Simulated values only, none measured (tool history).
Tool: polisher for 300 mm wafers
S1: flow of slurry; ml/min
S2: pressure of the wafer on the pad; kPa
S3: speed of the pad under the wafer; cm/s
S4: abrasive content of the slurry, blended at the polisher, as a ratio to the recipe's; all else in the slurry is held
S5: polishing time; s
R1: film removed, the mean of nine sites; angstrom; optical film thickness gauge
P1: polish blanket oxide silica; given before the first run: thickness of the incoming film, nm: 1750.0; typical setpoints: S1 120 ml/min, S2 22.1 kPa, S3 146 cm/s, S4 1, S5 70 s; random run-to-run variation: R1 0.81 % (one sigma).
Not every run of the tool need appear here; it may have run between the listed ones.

{"run": 1, "hour": 10.4, "S1": 120, "S2": 22.1, "S3": 146, "S4": 1, "S5": 70, "R1": 2593}
{"run": 2, "hour": 20.5, "S1": 120, "S2": 22.1, "S3": 146, "S4": 1, "S5": 70, "R1": 2644.3}
{"run": 3, "hour": 30.5, "S1": 120, "S2": 22.1, "S3": 78, "S4": 1, "S5": 70, "R1": 1593}
{"run": 4, "hour": 37.6, "S1": 120, "S2": 22.1, "S3": 146, "S4": 1.45, "S5": 70, "R1": 3029.7}
{"run": 5, "hour": 47.0, "S1": 120, "S2": 22.1, "S3": 146, "S4": 1, "S5": 70, "R1": 2634.5}
{"run": 6, "hour": 58.9, "S1": 120, "S2": 22.1, "S3": 146, "S4": 0.6, "S5": 70, "R1": 2005.8}
{"run": 7, "hour": 66.0, "S1": 120, "S2": 22.1, "S3": 146, "S4": 1, "S5": 32, "R1": 1182.9}
{"run": 8, "hour": 72.5, "S1": 120, "S2": 22.1, "S3": 224, "S4": 1, "S5": 70, "R1": 3646.2}
{"run": 9, "hour": 86.2, "S1": 120, "S2": 13.1, "S3": 146, "S4": 1, "S5": 70, "R1": 1537.7}
{"run": 10, "hour": 93.9, "S1": 120, "S2": 22.1, "S3": 146, "S4": 1, "S5": 70, "R1": 2594.8}
{"run": 11, "hour": 102.0, "S1": 120, "S2": 22.1, "S3": 146, "S4": 1.2, "S5": 108, "R1": 4381.5}
{"run": 12, "hour": 113.7, "S1": 80, "S2": 22.1, "S3": 146, "S4": 1, "S5": 70, "R1": 2363.6}
{"hour": 116.1, "done": "conditioning disc replaced and pad reconditioned"}
{"run": 13, "hour": 126.0, "S1": 70, "S2": 27.6, "S3": 146, "S4": 1, "S5": 70, "R1": 2838.8}
{"run": 14, "hour": 139.3, "S1": 80, "S2": 29, "S3": 146, "S4": 1, "S5": 70, "R1": 3102.3}
{"run": 15, "hour": 150.9, "S1": 120, "S2": 22.1, "S3": 146, "S4": 1, "S5": 70, "R1": 2593}
{"run": 16, "hour": 163.8, "S1": 120, "S2": 22.1, "S3": 146, "S4": 1, "S5": 70, "R1": 2586.2}
{"run": 17, "hour": 171.7, "S1": 120, "S2": 22.1, "S3": 146, "S4": 1, "S5": 89, "R1": 3368.5}
{"run": 18, "hour": 184.6, "S1": 160, "S2": 22.1, "S3": 146, "S4": 1, "S5": 70, "R1": 2790.6}
{"run": 19, "hour": 193.1, "S1": 120, "S2": 33.8, "S3": 146, "S4": 1, "S5": 70, "R1": 3975.8}
{"run": 20, "hour": 199.8, "S1": 120, "S2": 22.1, "S3": 146, "S4": 1, "S5": 70, "R1": 2645.5}
{"run": 21, "hour": 212.5, "S1": 120, "S2": 22.1, "S3": 146, "S4": 1, "S5": 70, "R1": 2478.7}
{"run": 22, "hour": 220.7, "S1": 120, "S2": 22.1, "S3": 146, "S4": 1, "S5": 70, "R1": 2361.8}
{"run": 23, "hour": 227.5, "S1": 120, "S2": 22.1, "S3": 146, "S4": 1, "S5": 70, "R1": 2403.1}
{"run": 24, "hour": 238.5, "S1": 120, "S2": 22.1, "S3": 146, "S4": 1, "S5": 70, "R1": 2351.9}
{"hour": 239.5, "done": "conditioning disc replaced and pad reconditioned"}
{"hour": 244.4, "done": "slurry blender recalibrated"}
{"run": 25, "hour": 246.6, "S1": 120, "S2": 22.1, "S3": 146, "S4": 1, "S5": 70, "R1": 2313.5}
{"hour": 249.3, "done": "worn pad replaced by a new one"}
{"run": 26, "hour": 254.1, "S1": 120, "S2": 22.1, "S3": 146, "S4": 1, "S5": 70, "R1": 2329.4}
{"run": 27, "hour": 266.9, "S1": 120, "S2": 22.1, "S3": 146, "S4": 1, "S5": 70, "R1": 2296.6}

What P1 gives has crept away from where it was. These 2 causes fit the log equally well, each at the size given:
A: head's pressure below its setpoint, % = 11.6
B: slurry flow missing at the pad, % = 37.5
The drift started at roughly hour 199.8.
Why every other cause is out:
removal rate lost through wear of the pad, %: was serviced at hour 249.3, once the creep was under way, yet the earlier output never came back
abrasive missing from the slurry, %: was serviced at hour 244.4, once the creep was under way, yet the earlier output never came back
time polished since the conditioner stopped cutting, s: was serviced at hour 239.5, once the creep was under way, yet the earlier output never came back

You are offered 4 check runs, listed below with question marks in place of their results; each one averages 3 wafers. Which run separates the listed causes by giving clearly different results for each?
{"run": "check 1", "hour": 279.7, "S1": 120, "S2": 22.1, "S3": 184, "S4": 0.65, "S5": 70, "R1": "?"}
{"run": "check 2", "hour": 279.7, "S1": 120, "S2": 33.8, "S3": 146, "S4": 1, "S5": 70, "R1": "?"}
{"run": "check 3", "hour": 279.7, "S1": 90, "S2": 22.1, "S3": 190, "S4": 1, "S5": 70, "R1": "?"}
{"run": "check 4", "hour": 279.7, "S1": 120, "S2": 22.1, "S3": 84, "S4": 1.3, "S5": 70, "R1": "?"}

What every check run would give for each of its results, assuming each possible cause in turn:
check=check_1 result=R1 if_A=2229.2 if_B=2230.3
check=check_2 result=R1 if_A=3531.1 if_B=3532.8
check=check_3 result=R1 if_A=2656.9 if_B=2568.9
check=check_4 result=R1 if_A=1655.5 if_B=1656.3
Smallest distance between any two causes, each pair judged by its most separating result, in per cent: check 1 0.05 %; check 2 0.05 %; check 3 3.37 %; check 4 0.05 %
Check 3 tells the causes apart: in the others they would give nearly the same result.

With check 3 done, the readings were: R1 2547.6 angstrom. Identify which of the listed causes applies.

It is B: slurry flow missing at the pad, %.
